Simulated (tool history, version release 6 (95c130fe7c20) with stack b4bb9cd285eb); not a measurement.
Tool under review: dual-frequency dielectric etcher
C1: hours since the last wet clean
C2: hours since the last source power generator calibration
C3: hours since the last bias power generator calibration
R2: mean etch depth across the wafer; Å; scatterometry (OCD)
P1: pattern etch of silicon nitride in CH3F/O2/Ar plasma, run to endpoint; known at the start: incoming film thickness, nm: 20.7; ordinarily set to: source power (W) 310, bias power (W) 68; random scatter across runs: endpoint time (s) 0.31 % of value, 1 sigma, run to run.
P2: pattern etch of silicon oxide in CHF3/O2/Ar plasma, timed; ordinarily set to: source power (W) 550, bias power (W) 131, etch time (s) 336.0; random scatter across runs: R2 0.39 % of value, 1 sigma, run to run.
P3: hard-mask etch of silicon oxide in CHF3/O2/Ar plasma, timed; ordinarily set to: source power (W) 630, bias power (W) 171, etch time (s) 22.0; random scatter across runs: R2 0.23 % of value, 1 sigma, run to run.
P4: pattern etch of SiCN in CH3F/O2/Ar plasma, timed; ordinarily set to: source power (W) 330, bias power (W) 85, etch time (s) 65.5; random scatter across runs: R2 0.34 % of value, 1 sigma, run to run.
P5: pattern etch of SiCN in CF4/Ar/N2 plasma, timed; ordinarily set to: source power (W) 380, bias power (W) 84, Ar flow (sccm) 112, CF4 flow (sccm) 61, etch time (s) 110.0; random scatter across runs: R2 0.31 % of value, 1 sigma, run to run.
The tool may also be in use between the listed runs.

{"run": 1, "hour": 10.1, "process that ran": "P1", "source power (W)": 310, "bias power (W)": 68, "C1": 332.8, "C2": 1239.8, "C3": 1733.1, "endpoint time (s)": 33.897}
{"run": 2, "hour": 18.6, "process that ran": "P1", "source power (W)": 310, "bias power (W)": 68, "C1": 341.3, "C2": 1248.3, "C3": 1741.6, "endpoint time (s)": 33.87}
{"run": 3, "hour": 29.4, "process that ran": "P1", "source power (W)": 390, "bias power (W)": 68, "C1": 352.1, "C2": 1259.1, "C3": 1752.4, "endpoint time (s)": 31.144}
{"run": 4, "hour": 37.0, "process that ran": "P1", "source power (W)": 310, "bias power (W)": 68, "C1": 359.7, "C2": 1266.7, "C3": 1760.0, "endpoint time (s)": 33.765}
{"run": 5, "hour": 46.6, "process that ran": "P5", "source power (W)": 220, "bias power (W)": 84, "Ar flow (sccm)": 112, "CF4 flow (sccm)": 61, "etch time (s)": 110.0, "C1": 369.3, "C2": 1276.3, "C3": 1769.6, "R2": 520.91}
{"run": 6, "hour": 56.2, "process that ran": "P3", "source power (W)": 630, "bias power (W)": 171, "etch time (s)": 22.0, "C1": 378.9, "C2": 1285.9, "C3": 1779.2, "R2": 446.15}
{"run": 7, "hour": 62.9, "process that ran": "P2", "source power (W)": 330, "bias power (W)": 131, "etch time (s)": 336.0, "C1": 385.6, "C2": 1292.6, "C3": 1785.9, "R2": 4726.3}
{"run": 8, "hour": 67.9, "process that ran": "P1", "source power (W)": 310, "bias power (W)": 68, "C1": 390.6, "C2": 1297.6, "C3": 1790.9, "endpoint time (s)": 33.889}
{"run": 9, "hour": 78.0, "process that ran": "P2", "source power (W)": 550, "bias power (W)": 131, "etch time (s)": 201.0, "C1": 400.7, "C2": 1307.7, "C3": 1801.0, "R2": 3419.4}
{"run": 10, "hour": 87.5, "process that ran": "P3", "source power (W)": 630, "bias power (W)": 224, "etch time (s)": 22.0, "C1": 410.2, "C2": 1317.2, "C3": 1810.5, "R2": 490.22}
{"run": 11, "hour": 93.4, "process that ran": "P3", "source power (W)": 630, "bias power (W)": 171, "etch time (s)": 32.0, "C1": 416.1, "C2": 1323.1, "C3": 1816.4, "R2": 646.13}
{"run": 12, "hour": 100.8, "process that ran": "P2", "source power (W)": 550, "bias power (W)": 183, "etch time (s)": 336.0, "C1": 423.5, "C2": 1330.5, "C3": 1823.8, "R2": 6386.6}
{"run": 13, "hour": 109.6, "process that ran": "P5", "source power (W)": 380, "bias power (W)": 84, "Ar flow (sccm)": 112, "CF4 flow (sccm)": 61, "etch time (s)": 83.5, "C1": 432.3, "C2": 1339.3, "C3": 1832.6, "R2": 635.72}
{"run": 14, "hour": 117.2, "process that ran": "P1", "source power (W)": 230, "bias power (W)": 68, "C1": 439.9, "C2": 1346.9, "C3": 1840.2, "endpoint time (s)": 37.671}
{"run": 15, "hour": 125.6, "process that ran": "P5", "source power (W)": 380, "bias power (W)": 84, "Ar flow (sccm)": 112, "CF4 flow (sccm)": 61, "etch time (s)": 110.0, "C1": 448.3, "C2": 1355.3, "C3": 1848.6, "R2": 839.0}
{"run": 16, "hour": 131.1, "process that ran": "P5", "source power (W)": 380, "bias power (W)": 84, "Ar flow (sccm)": 112, "CF4 flow (sccm)": 44, "etch time (s)": 110.0, "C1": 453.8, "C2": 1360.8, "C3": 1854.1, "R2": 800.0}
{"run": 17, "hour": 137.1, "process that ran": "P5", "source power (W)": 380, "bias power (W)": 84, "Ar flow (sccm)": 88, "CF4 flow (sccm)": 61, "etch time (s)": 110.0, "C1": 459.8, "C2": 1366.8, "C3": 1860.1, "R2": 867.7}
{"run": 18, "hour": 143.0, "process that ran": "P4", "source power (W)": 330, "bias power (W)": 85, "etch time (s)": 86.5, "C1": 465.7, "C2": 1372.7, "C3": 1866.0, "R2": 316.62}
{"run": 19, "hour": 149.9, "process that ran": "P1", "source power (W)": 310, "bias power (W)": 48, "C1": 472.6, "C2": 1379.6, "C3": 1872.9, "endpoint time (s)": 37.913}
{"run": 20, "hour": 160.1, "process that ran": "P1", "source power (W)": 310, "bias power (W)": 93, "C1": 482.8, "C2": 1389.8, "C3": 1883.1, "endpoint time (s)": 30.238}
{"run": 21, "hour": 169.4, "process that ran": "P4", "source power (W)": 330, "bias power (W)": 85, "etch time (s)": 65.5, "C1": 492.1, "C2": 1399.1, "C3": 1892.4, "R2": 239.23}
{"run": 22, "hour": 179.0, "process that ran": "P1", "source power (W)": 310, "bias power (W)": 68, "C1": 501.7, "C2": 1408.7, "C3": 1902.0, "endpoint time (s)": 33.913}
{"run": 23, "hour": 185.2, "process that ran": "P2", "source power (W)": 550, "bias power (W)": 131, "etch time (s)": 336.0, "C1": 507.9, "C2": 1414.9, "C3": 1908.2, "R2": 5746.2}
{"run": 24, "hour": 191.0, "process that ran": "P3", "source power (W)": 630, "bias power (W)": 171, "etch time (s)": 22.0, "C1": 513.7, "C2": 1420.7, "C3": 1914.0, "R2": 444.88}
{"run": 25, "hour": 200.2, "process that ran": "P4", "source power (W)": 330, "bias power (W)": 85, "etch time (s)": 65.5, "C1": 522.9, "C2": 1429.9, "C3": 1923.2, "R2": 239.62}
{"run": 26, "hour": 209.0, "process that ran": "P5", "source power (W)": 380, "bias power (W)": 58, "Ar flow (sccm)": 112, "CF4 flow (sccm)": 61, "etch time (s)": 110.0, "C1": 531.7, "C2": 1438.7, "C3": 1932.0, "R2": 729.94}
{"run": 27, "hour": 219.7, "process that ran": "P1", "source power (W)": 420, "bias power (W)": 51, "C1": 542.4, "C2": 1449.4, "C3": 1942.7, "endpoint time (s)": 33.124}
{"run": 28, "hour": 228.8, "process that ran": "P1", "source power (W)": 310, "bias power (W)": 68, "C1": 551.5, "C2": 1458.5, "C3": 1951.8, "endpoint time (s)": 33.762}
{"run": 29, "hour": 236.2, "process that ran": "P4", "source power (W)": 460, "bias power (W)": 85, "etch time (s)": 65.5, "C1": 558.9, "C2": 1465.9, "C3": 1959.2, "R2": 269.43}
{"run": 30, "hour": 243.8, "process that ran": "P4", "source power (W)": 330, "bias power (W)": 120, "etch time (s)": 65.5, "C1": 566.5, "C2": 1473.5, "C3": 1966.8, "R2": 272.98}
{"run": 31, "hour": 254.2, "process that ran": "P3", "source power (W)": 420, "bias power (W)": 171, "etch time (s)": 22.0, "C1": 576.9, "C2": 1483.9, "C3": 1977.2, "R2": 383.64}
{"run": 32, "hour": 260.7, "process that ran": "P1", "source power (W)": 310, "bias power (W)": 68, "C1": 583.4, "C2": 1490.4, "C3": 1983.7, "endpoint time (s)": 33.854}
{"run": 33, "hour": 269.2, "process that ran": "P1", "source power (W)": 310, "bias power (W)": 68, "C1": 591.9, "C2": 1498.9, "C3": 1992.2, "endpoint time (s)": 33.58}
{"run": 34, "hour": 278.4, "process that ran": "P1", "source power (W)": 310, "bias power (W)": 68, "C1": 601.1, "C2": 1508.1, "C3": 2001.4, "endpoint time (s)": 33.55}
{"run": 35, "hour": 289.5, "process that ran": "P1", "source power (W)": 310, "bias power (W)": 68, "C1": 612.2, "C2": 1519.2, "C3": 2012.5, "endpoint time (s)": 33.683}
{"hour": 291.3, "done": "wet clean of the chamber"}
{"run": 36, "hour": 300.5, "process that ran": "P1", "source power (W)": 310, "bias power (W)": 68, "C1": 9.3, "C2": 1530.2, "C3": 2023.5, "endpoint time (s)": 33.36}
{"run": 37, "hour": 311.4, "process that ran": "P1", "source power (W)": 310, "bias power (W)": 68, "C1": 20.2, "C2": 1541.1, "C3": 2034.4, "endpoint time (s)": 33.382}
{"run": 38, "hour": 322.2, "process that ran": "P1", "source power (W)": 310, "bias power (W)": 68, "C1": 31.0, "C2": 1551.9, "C3": 2045.2, "endpoint time (s)": 33.148}
{"run": 39, "hour": 327.7, "process that ran": "P1", "source power (W)": 310, "bias power (W)": 68, "C1": 36.5, "C2": 1557.4, "C3": 2050.7, "endpoint time (s)": 33.392}
{"run": 40, "hour": 336.4, "process that ran": "P1", "source power (W)": 310, "bias power (W)": 68, "C1": 45.2, "C2": 1566.1, "C3": 2059.4, "endpoint time (s)": 33.18}
{"run": 41, "hour": 344.4, "process that ran": "P1", "source power (W)": 310, "bias power (W)": 68, "C1": 53.2, "C2": 1574.1, "C3": 2067.4, "endpoint time (s)": 33.41}

Something has made what P1 gives creep away from where it was; the 2 causes below, each at its own stated size, fit the log equally well:
A: bias power that arrives over what is set, % = 4.88
B: source power that arrives over what is set, % = 4.46
The gradual shift began around hour 260.7.
Other possible causes, and why each is ruled out:
chamber walls in a state that raises the etch rate, %: serviced at hour 291.3, after the drift had started, without restoring the earlier output

You are offered 4 check runs, listed below with question marks in place of their results; each one averages 2 wafers. Which run separates the listed causes by giving clearly different results for each?
{"run": "check 1", "hour": 352.4, "process that ran": "P3", "source power (W)": 500, "bias power (W)": 171, "etch time (s)": 31.0, "R2": "?"}
{"run": "check 2", "hour": 352.4, "process that ran": "P5", "source power (W)": 380, "bias power (W)": 84, "Ar flow (sccm)": 95, "CF4 flow (sccm)": 61, "etch time (s)": 110.0, "R2": "?"}
{"run": "check 3", "hour": 352.4, "process that ran": "P2", "source power (W)": 430, "bias power (W)": 131, "etch time (s)": 214.0, "R2": "?"}
{"run": "check 4", "hour": 352.4, "process that ran": "P4", "source power (W)": 430, "bias power (W)": 85, "etch time (s)": 65.5, "R2": "?"}

Outcome of each check run for each possible cause:
check=check_1 result=R2 if_A=584.00 if_B=584.32
check=check_2 result=R2 if_A=872.87 if_B=891.00
check=check_3 result=R2 if_A=3378.20 if_B=3383.20
check=check_4 result=R2 if_A=268.78 if_B=268.48
Separation of the two closest causes in each check, using whichever result separates them best: check 1 0.05 %; check 2 2.06 %; check 3 0.15 %; check 4 0.11 %
Check 2 tells the causes apart: in the others they would give nearly the same result.

Here is what check 2 returned: R2 874.62 Å. Which cause is it?

It is A: bias power that arrives over what is set, %.
